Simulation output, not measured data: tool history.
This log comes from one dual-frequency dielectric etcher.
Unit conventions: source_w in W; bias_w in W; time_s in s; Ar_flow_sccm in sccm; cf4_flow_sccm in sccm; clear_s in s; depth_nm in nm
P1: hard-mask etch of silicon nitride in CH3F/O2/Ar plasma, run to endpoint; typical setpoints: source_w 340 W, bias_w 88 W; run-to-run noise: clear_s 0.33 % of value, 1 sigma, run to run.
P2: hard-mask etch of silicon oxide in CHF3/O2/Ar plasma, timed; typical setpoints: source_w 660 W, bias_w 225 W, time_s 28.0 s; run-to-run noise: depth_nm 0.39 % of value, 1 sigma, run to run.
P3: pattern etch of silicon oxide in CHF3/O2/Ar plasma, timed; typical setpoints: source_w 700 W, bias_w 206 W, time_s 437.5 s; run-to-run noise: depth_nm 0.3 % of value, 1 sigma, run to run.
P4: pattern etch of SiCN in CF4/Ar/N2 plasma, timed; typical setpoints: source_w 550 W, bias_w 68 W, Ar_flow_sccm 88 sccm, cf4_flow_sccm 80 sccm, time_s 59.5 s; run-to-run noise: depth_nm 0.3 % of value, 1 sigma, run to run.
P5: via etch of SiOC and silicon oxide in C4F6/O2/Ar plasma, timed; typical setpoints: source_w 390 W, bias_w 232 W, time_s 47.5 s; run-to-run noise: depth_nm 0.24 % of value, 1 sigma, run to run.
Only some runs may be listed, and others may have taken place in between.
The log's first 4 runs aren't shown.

run     day  process  source_w  bias_w  time_s  Ar_flow_sccm  cf4_flow_sccm  clear_s  depth_nm
  5   2.808       P1       230     105                                        83.445
  6   3.417       P1       340      88                                        76.868
  7   3.938       P3       700     206   437.5                                         948.720
  8   4.312       P3       700     206   560.0                                        1220.500
  9   4.638       P1       340     108                                        71.725
 10   5.117       P2       660     225    28.0                                          61.581
 11   5.554       P3       700     206   437.5                                         950.010
 12   6.175       P5       390     232    37.0                                          45.010
 13   6.625       P4       550      54    59.5            88             80             55.890
 14   7.158       P5       470     232    47.5                                          61.918
 15   7.733       P1       280      54                                        98.999
 16   8.054       P3       700     286   437.5                                        1070.300
 17   8.508       P1       400      63                                        81.518
 18   9.121       P5       390     159    47.5                                          50.926
 19   9.542       P2       450     225    28.0                                          53.291
 20  10.167       P5       390     232    47.5                                          57.459
 21  10.750       P1       450      88                                        69.581
 22  11.212       P2       660     132    28.0                                          51.736
 23  11.908       P1       340      88                                        76.971
 24  12.633       P1       260      88                                        86.050
 25  13.325       P1       340      88                                        77.309

Expected results for the next run?
 26  13.754       P4       770      68    59.5            88             80                  ?

Logged for run 26: depth_nm 81.011 nm.
